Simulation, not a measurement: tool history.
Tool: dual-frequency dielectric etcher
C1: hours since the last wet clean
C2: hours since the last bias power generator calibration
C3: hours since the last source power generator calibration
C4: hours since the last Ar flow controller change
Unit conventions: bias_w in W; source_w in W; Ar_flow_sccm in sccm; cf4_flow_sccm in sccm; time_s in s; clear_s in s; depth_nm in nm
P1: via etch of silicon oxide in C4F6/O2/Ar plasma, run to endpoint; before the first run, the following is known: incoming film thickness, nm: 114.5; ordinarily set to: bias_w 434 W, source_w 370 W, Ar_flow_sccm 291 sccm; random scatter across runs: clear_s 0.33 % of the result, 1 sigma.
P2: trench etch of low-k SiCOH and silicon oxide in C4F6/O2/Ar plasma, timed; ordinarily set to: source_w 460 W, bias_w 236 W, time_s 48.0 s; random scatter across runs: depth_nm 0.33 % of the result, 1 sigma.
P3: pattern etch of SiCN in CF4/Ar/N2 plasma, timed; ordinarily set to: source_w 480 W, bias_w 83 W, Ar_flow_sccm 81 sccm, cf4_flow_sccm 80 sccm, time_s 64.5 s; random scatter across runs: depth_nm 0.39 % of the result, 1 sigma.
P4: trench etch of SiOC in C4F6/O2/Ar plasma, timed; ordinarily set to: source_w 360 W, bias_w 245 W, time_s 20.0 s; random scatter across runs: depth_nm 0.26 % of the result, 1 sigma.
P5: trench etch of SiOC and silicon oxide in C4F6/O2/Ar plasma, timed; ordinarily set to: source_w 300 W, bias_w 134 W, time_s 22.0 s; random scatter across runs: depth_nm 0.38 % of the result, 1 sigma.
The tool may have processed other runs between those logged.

run 1 hour=7.9 | process=P1 bias_w=434 source_w=370 Ar_flow_sccm=291 | C1=223.3 C2=542.5 C3=433.7 C4=1091.1 | clear_s=27.844
run 2 hour=15.8 | process=P3 bias_w=83 source_w=480 Ar_flow_sccm=81 cf4_flow_sccm=80 time_s=64.5 | C1=231.2 C2=550.4 C3=441.6 C4=1099.0 | depth_nm=65.101
run 3 hour=28.5 | process=P1 bias_w=434 source_w=370 Ar_flow_sccm=291 | C1=243.9 C2=563.1 C3=454.3 C4=1111.7 | clear_s=27.774
run 4 hour=40.4 | process=P4 bias_w=245 source_w=500 time_s=20.0 | C1=255.8 C2=575.0 C3=466.2 C4=1123.6 | depth_nm=51.573
run 5 hour=47.2 | process=P3 bias_w=83 source_w=480 Ar_flow_sccm=81 cf4_flow_sccm=80 time_s=88.5 | C1=262.6 C2=581.8 C3=473.0 C4=1130.4 | depth_nm=89.226
run 6 hour=61.3 | process=P1 bias_w=434 source_w=370 Ar_flow_sccm=291 | C1=276.7 C2=595.9 C3=487.1 C4=1144.5 | clear_s=27.752
run 7 hour=74.8 | process=P1 bias_w=434 source_w=510 Ar_flow_sccm=291 | C1=290.2 C2=609.4 C3=500.6 C4=1158.0 | clear_s=24.771
run 8 hour=83.8 | process=P5 bias_w=134 source_w=300 time_s=22.0 | C1=299.2 C2=618.4 C3=509.6 C4=1167.0 | depth_nm=34.728
run 9 hour=91.1 | process=P4 bias_w=159 source_w=360 time_s=20.0 | C1=306.5 C2=625.7 C3=516.9 C4=1174.3 | depth_nm=39.475
run 10 hour=105.1 | process=P1 bias_w=434 source_w=370 Ar_flow_sccm=291 | C1=320.5 C2=639.7 C3=530.9 C4=1188.3 | clear_s=27.946
run 11 hour=113.2 | process=P3 bias_w=65 source_w=480 Ar_flow_sccm=81 cf4_flow_sccm=80 time_s=64.5 | C1=328.6 C2=647.8 C3=539.0 C4=1196.4 | depth_nm=60.326
run 12 hour=124.2 | process=P5 bias_w=81 source_w=300 time_s=22.0 | C1=339.6 C2=658.8 C3=550.0 C4=1207.4 | depth_nm=30.066
run 13 hour=133.0 | process=P1 bias_w=434 source_w=220 Ar_flow_sccm=291 | C1=348.4 C2=667.6 C3=558.8 C4=1216.2 | clear_s=33.782
run 14 hour=140.1 | process=P1 bias_w=434 source_w=370 Ar_flow_sccm=368 | C1=355.5 C2=674.7 C3=565.9 C4=1223.3 | clear_s=28.628
run 15 hour=153.9 | process=P5 bias_w=134 source_w=420 time_s=22.0 | C1=369.3 C2=688.5 C3=579.7 C4=1237.1 | depth_nm=39.871
run 16 hour=162.2 | process=P1 bias_w=305 source_w=370 Ar_flow_sccm=228 | C1=377.6 C2=696.8 C3=588.0 C4=1245.4 | clear_s=30.901
run 17 hour=171.7 | process=P2 bias_w=236 source_w=460 time_s=36.5 | C1=387.1 C2=706.3 C3=597.5 C4=1254.9 | depth_nm=138.820
run 18 hour=178.4 | process=P1 bias_w=281 source_w=370 Ar_flow_sccm=291 | C1=393.8 C2=713.0 C3=604.2 C4=1261.6 | clear_s=32.559
run 19 hour=192.8 | process=P2 bias_w=236 source_w=460 time_s=48.0 | C1=408.2 C2=727.4 C3=618.6 C4=1276.0 | depth_nm=182.930
run 20 hour=204.0 | process=P2 bias_w=190 source_w=460 time_s=48.0 | C1=419.4 C2=738.6 C3=629.8 C4=1287.2 | depth_nm=169.730
run 21 hour=217.9 | process=P3 bias_w=83 source_w=480 Ar_flow_sccm=56 cf4_flow_sccm=80 time_s=64.5 | C1=433.3 C2=752.5 C3=643.7 C4=1301.1 | depth_nm=68.130
run 22 hour=225.8 | process=P3 bias_w=83 source_w=300 Ar_flow_sccm=81 cf4_flow_sccm=80 time_s=64.5 | C1=441.2 C2=760.4 C3=651.6 C4=1309.0 | depth_nm=43.138
run 23 hour=234.5 | process=P4 bias_w=245 source_w=360 time_s=14.5 | C1=449.9 C2=769.1 C3=660.3 C4=1317.7 | depth_nm=33.023
run 24 hour=248.4 | process=P4 bias_w=245 source_w=360 time_s=20.0 | C1=463.8 C2=783.0 C3=674.2 C4=1331.6 | depth_nm=45.393
run 25 hour=258.1 | process=P2 bias_w=236 source_w=650 time_s=48.0 | C1=473.5 C2=792.7 C3=683.9 C4=1341.3 | depth_nm=209.260
run 26 hour=270.8 | process=P5 bias_w=134 source_w=300 time_s=16.5 | C1=486.2 C2=805.4 C3=696.6 C4=1354.0 | depth_nm=26.106
run 27 hour=284.3 | process=P3 bias_w=83 source_w=480 Ar_flow_sccm=81 cf4_flow_sccm=105 time_s=64.5 | C1=499.7 C2=818.9 C3=710.1 C4=1367.5 | depth_nm=67.107
run 28 hour=294.8 | process=P1 bias_w=434 source_w=370 Ar_flow_sccm=291 | C1=510.2 C2=829.4 C3=720.6 C4=1378.0 | clear_s=28.098
run 29 hour=301.3 | process=P1 bias_w=434 source_w=370 Ar_flow_sccm=195 | C1=516.7 C2=835.9 C3=727.1 C4=1384.5 | clear_s=26.751
run 30 hour=315.7 | process=P4 bias_w=245 source_w=360 time_s=20.0 | C1=531.1 C2=850.3 C3=741.5 C4=1398.9 | depth_nm=45.697
run 31 hour=326.5 | process=P1 bias_w=521 source_w=370 Ar_flow_sccm=291 | C1=541.9 C2=861.1 C3=752.3 C4=1409.7 | clear_s=25.933
run 32 hour=340.4 | process=P1 bias_w=434 source_w=370 Ar_flow_sccm=291 | C1=555.8 C2=875.0 C3=766.2 C4=1423.6 | clear_s=27.964
run 33 hour=351.4 | process=P1 bias_w=434 source_w=370 Ar_flow_sccm=291 | C1=566.8 C2=886.0 C3=777.2 C4=1434.6 | clear_s=27.808
run 34 hour=360.3 | process=P1 bias_w=434 source_w=370 Ar_flow_sccm=291 | C1=575.7 C2=894.9 C3=786.1 C4=1443.5 | clear_s=27.539
run 35 hour=369.7 | process=P1 bias_w=434 source_w=370 Ar_flow_sccm=291 | C1=585.1 C2=904.3 C3=795.5 C4=1452.9 | clear_s=27.626
-- hour=370.4 Ar flow controller replaced
run 36 hour=380.4 | process=P1 bias_w=434 source_w=370 Ar_flow_sccm=291 | C1=595.8 C2=915.0 C3=806.2 C4=10.1 | clear_s=27.607
run 37 hour=386.7 | process=P1 bias_w=434 source_w=370 Ar_flow_sccm=291 | C1=602.1 C2=921.3 C3=812.5 C4=16.4 | clear_s=27.463
-- hour=389.8 wet clean of the chamber
run 38 hour=394.2 | process=P1 bias_w=434 source_w=370 Ar_flow_sccm=291 | C1=4.5 C2=928.8 C3=820.0 C4=23.9 | clear_s=27.548
run 39 hour=401.8 | process=P1 bias_w=434 source_w=370 Ar_flow_sccm=291 | C1=12.1 C2=936.4 C3=827.6 C4=31.5 | clear_s=27.460
run 40 hour=415.5 | process=P1 bias_w=434 source_w=370 Ar_flow_sccm=291 | C1=25.8 C2=950.1 C3=841.3 C4=45.2 | clear_s=27.450
run 41 hour=423.1 | process=P1 bias_w=434 source_w=370 Ar_flow_sccm=291 | C1=33.4 C2=957.7 C3=848.9 C4=52.8 | clear_s=27.357

The log shows P1 creeping away from where it was. Any of the 2 causes listed here, at the size stated for it, fits the log just as well as the others:
A: source power that arrives over what is set, % = 4.56
B: bias power that arrives over what is set, % = 4.59
Onset of the creep was near hour 340.4.
All other causes, with the reason each is excluded:
chamber walls in a state that raises the etch rate, %: maintenance at hour 389.8, after the shift began, did not return the process to its former output
Ar flow that arrives under what is set, %: maintenance at hour 370.4, after the shift began, did not return the process to its former output

You are offered 4 check runs, listed below with question marks in place of their results; each one averages 2 wafers. Which run separates the listed causes by giving clearly different results for each?
run check 1 hour=430.7 | process=P3 bias_w=83 source_w=480 Ar_flow_sccm=81 cf4_flow_sccm=80 time_s=64.5 | depth_nm=?
run check 2 hour=430.7 | process=P4 bias_w=245 source_w=360 time_s=20.0 | depth_nm=?
run check 3 hour=430.7 | process=P2 bias_w=236 source_w=460 time_s=48.0 | depth_nm=?
run check 4 hour=430.7 | process=P5 bias_w=134 source_w=300 time_s=22.0 | depth_nm=?

Expected result of each check under each candidate cause:
check=check_1 result=depth_nm if_A=67.686 if_B=66.079
check=check_2 result=depth_nm if_A=46.406 if_B=46.326
check=check_3 result=depth_nm if_A=186.110 if_B=185.690
check=check_4 result=depth_nm if_A=35.414 if_B=35.275
Distance between the nearest two causes, measured in the result of the check that separates them most: check 1 2.4 %; check 2 0.17 %; check 3 0.22 %; check 4 0.39 %
Check 1 tells the causes apart: in the others they would give nearly the same result.

Here is what check 1 returned: depth_nm 67.660 nm. Which cause is it?

Of the candidate causes, it is A: source power that arrives over what is set, %.

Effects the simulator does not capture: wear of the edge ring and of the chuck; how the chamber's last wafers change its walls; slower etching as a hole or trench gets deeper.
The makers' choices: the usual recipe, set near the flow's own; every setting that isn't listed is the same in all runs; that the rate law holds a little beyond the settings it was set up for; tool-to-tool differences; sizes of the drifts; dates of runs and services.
